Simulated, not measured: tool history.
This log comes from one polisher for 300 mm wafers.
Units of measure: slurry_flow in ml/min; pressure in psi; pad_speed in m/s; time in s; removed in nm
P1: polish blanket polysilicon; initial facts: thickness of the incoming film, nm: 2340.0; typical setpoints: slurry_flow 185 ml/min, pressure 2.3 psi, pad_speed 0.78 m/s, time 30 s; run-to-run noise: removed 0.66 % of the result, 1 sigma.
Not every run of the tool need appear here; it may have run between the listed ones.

run  hour  slurry_flow  pressure  pad_speed  time  removed
  1     4          185       2.3       0.78    30   134.73
  2   6.9          185       3.4       0.78    30   199.36
  3  11.2          185       2.3       0.78    30   133.35
  4    13          185       2.3       0.78    30   134.32
  5  16.5          185       2.3       0.78    30   135.93
  6  20.2          185       2.3       0.78    30   134.18
  7  23.2          185       1.6       0.78    23   72.083
  8    27          110       2.3       0.78    30   122.07
  9  30.7          260       2.3       0.78    30   140.59
 10  34.7          185       2.3       0.78    30   135.76
 11  38.4          185       1.4       0.78    30   82.286
 12  42.6          185       2.3       0.78    39   178.29
 13  45.4          185       2.3       1.16    30   200.94
 14  49.6          185       2.3       0.38    30    65.89
 15  52.2          185       2.3       0.78    14   63.321
 16  55.2          185       2.3       0.78    30   135.34
 17  57.6          185       2.3       0.78    30   131.83
 18  60.3          185       2.3       0.78    30   128.53
 19  62.3          185       2.3       0.78    30   129.64
 20  64.1          185       2.3       0.78    30   129.16
     66.1  -- head pressure recalibrated
 21  66.4          185       2.3       0.78    30   127.74
 22  70.1          185       2.3       0.78    30   126.66
 23  73.3          185       2.3       0.78    30   126.64
 24  76.3          185       2.3       0.78    30   124.61

Compared with where it was, what P1 gives has crept away. Each cause listed below fits the log as well as the rest, at the size given for it:
A: removal rate lost through wear of the pad, % = 7.11
B: slurry flow missing at the pad, % = 34.5
The drift started at roughly hour 55.2.
The rest of the possible causes, and what rules out each one:
head's pressure below its setpoint, %: was serviced at hour 66.1, once the creep was under way, yet the earlier output never came back

Consider the 4 check runs below, whose results appear as question marks and each of which averages 2 wafers. Which one distinguishes the causes, in that each cause would give it a clearly different result?
check 1  79.3          185       2.3       1.12    30        ?
check 2  79.3          185       3.3       0.78    30        ?
check 3  79.3          110       2.3       0.48    30        ?
check 4  79.3          185       1.6       1.12    30        ?

Predicted outcomes, by check and by cause:
  check   result    if A    if B
check 1  removed  180.15  180.11
check 2  removed  180.01  179.97
check 3  removed   70.19  67.167
check 4  removed  125.32  125.29
How far apart the two closest causes lie, in the result that separates them most: check 1 0.02 %; check 2 0.02 %; check 3 4.4 %; check 4 0.02 %
Check 3 is the one run that separates the causes; every other check would come out nearly the same whichever cause is at work.

The results of check 3 are: removed 67.278 nm. Based on these, which of the listed causes is it?

It was cause B: slurry flow missing at the pad, %.

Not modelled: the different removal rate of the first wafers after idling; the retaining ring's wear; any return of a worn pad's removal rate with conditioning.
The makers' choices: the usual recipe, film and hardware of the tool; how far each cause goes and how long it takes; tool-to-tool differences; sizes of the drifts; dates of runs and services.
